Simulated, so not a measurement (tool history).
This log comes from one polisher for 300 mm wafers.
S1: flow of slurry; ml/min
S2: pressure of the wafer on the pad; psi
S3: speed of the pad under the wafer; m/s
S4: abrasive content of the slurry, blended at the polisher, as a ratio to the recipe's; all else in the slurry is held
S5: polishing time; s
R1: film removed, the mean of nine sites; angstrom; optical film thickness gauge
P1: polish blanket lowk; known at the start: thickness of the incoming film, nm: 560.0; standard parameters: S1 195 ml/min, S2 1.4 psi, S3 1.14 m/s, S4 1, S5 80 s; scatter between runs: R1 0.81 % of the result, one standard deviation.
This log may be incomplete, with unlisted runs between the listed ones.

run	hour	S1	S2	S3	S4	S5	R1
1	6.4	195	1.4	1.14	1	80	225.35
2	10.6	195	2.2	1.14	1	80	356.24
3	18.6	115	1.4	1.14	1	80	207.34
4	24.4	195	1.4	1.14	1	80	224.63
5	31.3	285	1.4	1.14	1	80	239.14
6	37.2	195	0.9	0.88	1	80	119.03
7	44.7	195	1.4	1.14	1	80	227.94
8	52.3	195	1.4	1.14	1	104	290.96
9	56.3	195	1.4	1.14	0.5	80	157.79
10	61.9	195	1.4	1.14	1	54	152.64
11	65.9	195	1.4	1.14	1	80	226.07
# hour 66.8: slurry blender recalibrated
12	69.9	195	1.4	0.52	1	80	121.23
13	77.2	260	1.4	1.14	1	118	343.77
14	83.3	195	1.4	1.62	1	80	300.72
15	87.4	195	1.4	1.14	1	80	228.25
16	94.1	195	1.4	1.14	1.3	80	249.98
17	98.5	195	1.4	1.14	1	80	228.18
18	107	195	0.7	1.14	1	80	113.13
19	111.9	195	1.4	1.14	1	80	226.45
20	120.2	195	1.4	1.14	1	80	215.95
21	126.3	195	1.4	1.14	1	80	215.87
22	133	195	1.4	1.14	1	80	214.6
23	137.2	195	1.4	1.14	1	80	213.5
# hour 141.8: slurry nozzle cleaned
24	143.5	195	1.4	1.14	1	80	208.11
25	149.2	195	1.4	1.14	1	80	207.14
26	155.5	195	1.4	1.14	1	80	211.77
# hour 156.3: head pressure recalibrated
# hour 159.2: conditioning disc replaced and pad reconditioned
27	161.8	195	1.4	1.14	1	80	208.14
28	169.3	195	1.4	1.14	1	80	207.63
29	177.7	195	1.4	1.14	1	80	208.64

The output of P1 has drifted from where it used to be. Each of the 2 causes below, taken at the size shown beside it, accounts for the log equally well:
A: removal rate lost through wear of the pad, % = 8.29
B: abrasive missing from the slurry, % = 16.6
The creep began at about hour 111.9.
Every other cause this tool's parts could produce, and why it does not fit the log:
slurry flow missing at the pad, %: serviced at hour 141.8, after the drift had started, without restoring the earlier output
head's pressure below its setpoint, %: serviced at hour 156.3, after the drift had started, without restoring the earlier output
time polished since the conditioner stopped cutting, s: serviced at hour 159.2, after the drift had started, without restoring the earlier output

Consider the 4 check runs below, whose results appear as question marks and each of which averages 5 wafers. Which one distinguishes the causes, in that each cause would give it a clearly different result?
check 1	186.1	115	1.4	1.14	1	98	?
check 2	186.1	195	1.4	0.92	0.55	80	?
check 3	186.1	195	0.7	1.14	1	80	?
check 4	186.1	250	2.1	1.14	1	80	?

What each check would give under each cause:
check	result	if A	if B
check 1	R1	232.68	232.66
check 2	R1	127.84	124.47
check 3	R1	104.1	104.09
check 4	R1	321.75	321.72
Minimum pairwise separation of causes per check, each pair taken at its best-separating result: check 1 0.01 %; check 2 2.67 %; check 3 0.01 %; check 4 0.01 %
The causes can be told apart only by check 2. The other checks would give nearly the same results under each of them.

Check 2 was carried out, with these results: R1 124.35 angstrom. Which of the listed causes is responsible?

It is B: abrasive missing from the slurry, %.

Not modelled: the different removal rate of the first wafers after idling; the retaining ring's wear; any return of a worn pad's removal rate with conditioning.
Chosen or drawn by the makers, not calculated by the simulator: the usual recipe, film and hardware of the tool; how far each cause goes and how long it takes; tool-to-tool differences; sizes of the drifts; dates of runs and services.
